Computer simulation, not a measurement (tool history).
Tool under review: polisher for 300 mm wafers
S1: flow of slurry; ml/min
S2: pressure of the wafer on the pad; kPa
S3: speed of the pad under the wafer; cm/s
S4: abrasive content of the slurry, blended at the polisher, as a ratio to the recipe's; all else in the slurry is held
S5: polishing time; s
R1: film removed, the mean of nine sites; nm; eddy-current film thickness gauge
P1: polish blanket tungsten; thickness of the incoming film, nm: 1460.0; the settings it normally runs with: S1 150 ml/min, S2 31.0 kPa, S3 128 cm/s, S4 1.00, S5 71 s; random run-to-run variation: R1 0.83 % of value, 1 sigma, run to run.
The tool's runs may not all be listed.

run	hour	S1	S2	S3	S4	S5	R1
1	9.4	150	31.0	128	1.00	71	474.99
2	22.4	150	31.0	178	1.00	71	657.36
3	33.6	150	31.0	128	1.00	71	470.78
4	40.2	150	31.0	128	1.00	108	717.20
5	51.2	150	49.0	128	1.00	71	734.12
# hour 57.5: worn pad replaced by a new one
# hour 59.6: head pressure recalibrated
6	60.6	150	31.0	128	1.00	71	469.12
7	69.3	150	31.0	128	1.45	71	510.61
8	82.9	150	31.0	128	1.00	71	470.08
9	90.7	150	31.0	128	0.70	71	436.68
10	97.9	150	31.0	128	1.00	71	468.72
11	109.8	115	14.5	128	1.00	71	211.01
12	119.6	150	17.9	128	1.00	71	271.28
13	129.5	150	31.0	128	1.00	46	303.18
14	135.9	200	31.0	128	1.00	71	493.53
15	142.4	90	31.0	128	1.00	71	418.02
16	155.5	150	31.0	58	1.00	71	212.17
17	169.9	150	31.0	128	1.00	71	476.84
18	176.3	150	31.0	128	1.00	71	466.46
19	188.9	150	31.0	128	1.00	71	450.83

For run 20, what comes out?
20	196.5	150	31.0	128	1.00	71	?

Run 20 gave R1 445.07 nm.
